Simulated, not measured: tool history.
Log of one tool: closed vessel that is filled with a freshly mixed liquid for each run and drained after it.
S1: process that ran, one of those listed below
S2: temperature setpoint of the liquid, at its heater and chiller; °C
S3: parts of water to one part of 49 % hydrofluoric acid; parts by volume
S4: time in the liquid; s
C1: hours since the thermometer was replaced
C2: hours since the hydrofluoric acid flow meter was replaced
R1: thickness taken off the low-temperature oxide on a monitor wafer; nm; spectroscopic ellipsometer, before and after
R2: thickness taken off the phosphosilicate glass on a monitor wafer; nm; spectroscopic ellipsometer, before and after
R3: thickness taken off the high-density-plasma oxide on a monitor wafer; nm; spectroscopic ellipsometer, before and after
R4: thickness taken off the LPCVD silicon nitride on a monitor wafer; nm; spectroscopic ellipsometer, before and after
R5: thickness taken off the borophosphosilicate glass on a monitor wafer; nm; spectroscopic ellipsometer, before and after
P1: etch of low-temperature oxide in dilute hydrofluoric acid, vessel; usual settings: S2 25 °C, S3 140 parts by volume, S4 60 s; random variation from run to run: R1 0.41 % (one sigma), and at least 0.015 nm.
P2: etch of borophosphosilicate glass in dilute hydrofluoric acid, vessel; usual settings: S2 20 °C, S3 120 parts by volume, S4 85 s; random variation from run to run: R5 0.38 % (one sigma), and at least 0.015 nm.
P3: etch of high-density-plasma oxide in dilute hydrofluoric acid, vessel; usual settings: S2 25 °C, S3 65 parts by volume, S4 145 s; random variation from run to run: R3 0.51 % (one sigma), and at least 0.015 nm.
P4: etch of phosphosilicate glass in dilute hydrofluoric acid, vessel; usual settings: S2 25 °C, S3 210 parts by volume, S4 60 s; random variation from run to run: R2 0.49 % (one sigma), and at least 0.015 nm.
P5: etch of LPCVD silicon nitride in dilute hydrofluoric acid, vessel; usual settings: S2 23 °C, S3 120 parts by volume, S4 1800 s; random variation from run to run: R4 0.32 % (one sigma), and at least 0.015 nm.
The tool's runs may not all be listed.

{"run": 1, "hour": 15.1, "S1": "P1", "S2": 25, "S3": 140, "S4": 60, "C1": 1086.6, "C2": 1037.5, "R1": 10.785}
{"run": 2, "hour": 25.3, "S1": "P4", "S2": 25, "S3": 210, "S4": 60, "C1": 1096.8, "C2": 1047.7, "R2": 16.016}
{"run": 3, "hour": 38.1, "S1": "P3", "S2": 25, "S3": 65, "S4": 30, "C1": 1109.6, "C2": 1060.5, "R3": 2.5702}
{"run": 4, "hour": 53.5, "S1": "P1", "S2": 25, "S3": 140, "S4": 60, "C1": 1125, "C2": 1075.9, "R1": 10.854}
{"run": 5, "hour": 64.1, "S1": "P5", "S2": 23, "S3": 120, "S4": 1800, "C1": 1135.6, "C2": 1086.5, "R4": 7.2023}
{"run": 6, "hour": 72.7, "S1": "P5", "S2": 23, "S3": 120, "S4": 1800, "C1": 1144.2, "C2": 1095.1, "R4": 7.2504}
{"run": 7, "hour": 79.4, "S1": "P4", "S2": 25, "S3": 120, "S4": 60, "C1": 1150.9, "C2": 1101.8, "R2": 31.049}
{"run": 8, "hour": 89.1, "S1": "P1", "S2": 25, "S3": 140, "S4": 60, "C1": 1160.6, "C2": 1111.5, "R1": 10.821}
{"run": 9, "hour": 100.8, "S1": "P3", "S2": 18.5, "S3": 65, "S4": 145, "C1": 1172.3, "C2": 1123.2, "R3": 9.5643}
{"run": 10, "hour": 110.6, "S1": "P1", "S2": 25, "S3": 70, "S4": 60, "C1": 1182.1, "C2": 1133, "R1": 23.685}
{"run": 11, "hour": 122.6, "S1": "P1", "S2": 32, "S3": 140, "S4": 60, "C1": 1194.1, "C2": 1145, "R1": 14.007}
{"run": 12, "hour": 129.8, "S1": "P2", "S2": 20, "S3": 215, "S4": 85, "C1": 1201.3, "C2": 1152.2, "R5": 12.114}
{"run": 13, "hour": 143.4, "S1": "P1", "S2": 25, "S3": 240, "S4": 60, "C1": 1214.9, "C2": 1165.8, "R1": 5.6312}
{"run": 14, "hour": 155.4, "S1": "P3", "S2": 25, "S3": 65, "S4": 145, "C1": 1226.9, "C2": 1177.8, "R3": 12.485}
{"run": 15, "hour": 167.6, "S1": "P1", "S2": 32.5, "S3": 140, "S4": 100, "C1": 1239.1, "C2": 1190, "R1": 23.812}
{"run": 16, "hour": 182.3, "S1": "P5", "S2": 23, "S3": 120, "S4": 690, "C1": 1253.8, "C2": 1204.7, "R4": 2.7724}
{"run": 17, "hour": 192.0, "S1": "P5", "S2": 30, "S3": 120, "S4": 1800, "C1": 1263.5, "C2": 1214.4, "R4": 11.307}
{"hour": 199.8, "done": "hydrofluoric acid flow meter replaced"}
{"run": 18, "hour": 205.7, "S1": "P4", "S2": 25, "S3": 210, "S4": 120, "C1": 1277.2, "C2": 5.9, "R2": 31.699}
{"run": 19, "hour": 219.2, "S1": "P2", "S2": 20, "S3": 120, "S4": 150, "C1": 1290.7, "C2": 19.4, "R5": 42.451}
{"run": 20, "hour": 234.6, "S1": "P1", "S2": 25, "S3": 140, "S4": 90, "C1": 1306.1, "C2": 34.8, "R1": 16.228}
{"run": 21, "hour": 242.5, "S1": "P1", "S2": 25, "S3": 140, "S4": 30, "C1": 1314, "C2": 42.7, "R1": 5.3584}
{"run": 22, "hour": 249.5, "S1": "P2", "S2": 20, "S3": 120, "S4": 85, "C1": 1321, "C2": 49.7, "R5": 23.904}
{"run": 23, "hour": 264.2, "S1": "P2", "S2": 20, "S3": 120, "S4": 85, "C1": 1335.7, "C2": 64.4, "R5": 24.1}
{"run": 24, "hour": 279.3, "S1": "P1", "S2": 21, "S3": 140, "S4": 60, "C1": 1350.8, "C2": 79.5, "R1": 9.2937}
{"run": 25, "hour": 287.8, "S1": "P4", "S2": 17, "S3": 210, "S4": 60, "C1": 1359.3, "C2": 88, "R2": 11.624}
{"run": 26, "hour": 298.6, "S1": "P5", "S2": 23, "S3": 20, "S4": 1800, "C1": 1370.1, "C2": 98.8, "R4": 41.539}
{"run": 27, "hour": 311.8, "S1": "P1", "S2": 32, "S3": 140, "S4": 30, "C1": 1383.3, "C2": 112, "R1": 7.0405}
{"run": 28, "hour": 319.1, "S1": "P2", "S2": 28.5, "S3": 120, "S4": 85, "C1": 1390.6, "C2": 119.3, "R5": 33.506}
{"run": 29, "hour": 333.7, "S1": "P1", "S2": 25, "S3": 140, "S4": 60, "C1": 1405.2, "C2": 133.9, "R1": 10.825}
{"run": 30, "hour": 342.8, "S1": "P4", "S2": 25, "S3": 210, "S4": 60, "C1": 1414.3, "C2": 143, "R2": 15.896}
{"run": 31, "hour": 358.2, "S1": "P3", "S2": 25, "S3": 110, "S4": 145, "C1": 1429.7, "C2": 158.4, "R3": 6.9674}
{"run": 32, "hour": 372.7, "S1": "P1", "S2": 19, "S3": 140, "S4": 30, "C1": 1444.2, "C2": 172.9, "R1": 4.2421}
{"run": 33, "hour": 379.8, "S1": "P1", "S2": 25, "S3": 140, "S4": 60, "C1": 1451.3, "C2": 180, "R1": 10.841}
{"run": 34, "hour": 389.6, "S1": "P1", "S2": 25, "S3": 140, "S4": 60, "C1": 1461.1, "C2": 189.8, "R1": 10.802}
{"run": 35, "hour": 396.6, "S1": "P1", "S2": 25, "S3": 140, "S4": 60, "C1": 1468.1, "C2": 196.8, "R1": 11.08}
{"run": 36, "hour": 411.2, "S1": "P1", "S2": 25, "S3": 140, "S4": 60, "C1": 1482.7, "C2": 211.4, "R1": 11.308}
{"run": 37, "hour": 421.3, "S1": "P1", "S2": 25, "S3": 140, "S4": 60, "C1": 1492.8, "C2": 221.5, "R1": 11.386}

The next listed run, before its measurement:
{"run": 38, "hour": 435.6, "S1": "P1", "S2": 25, "S3": 140, "S4": 60, "C1": 1507.1, "C2": 235.8, "R1": "?"}

R1: 11.566 nm
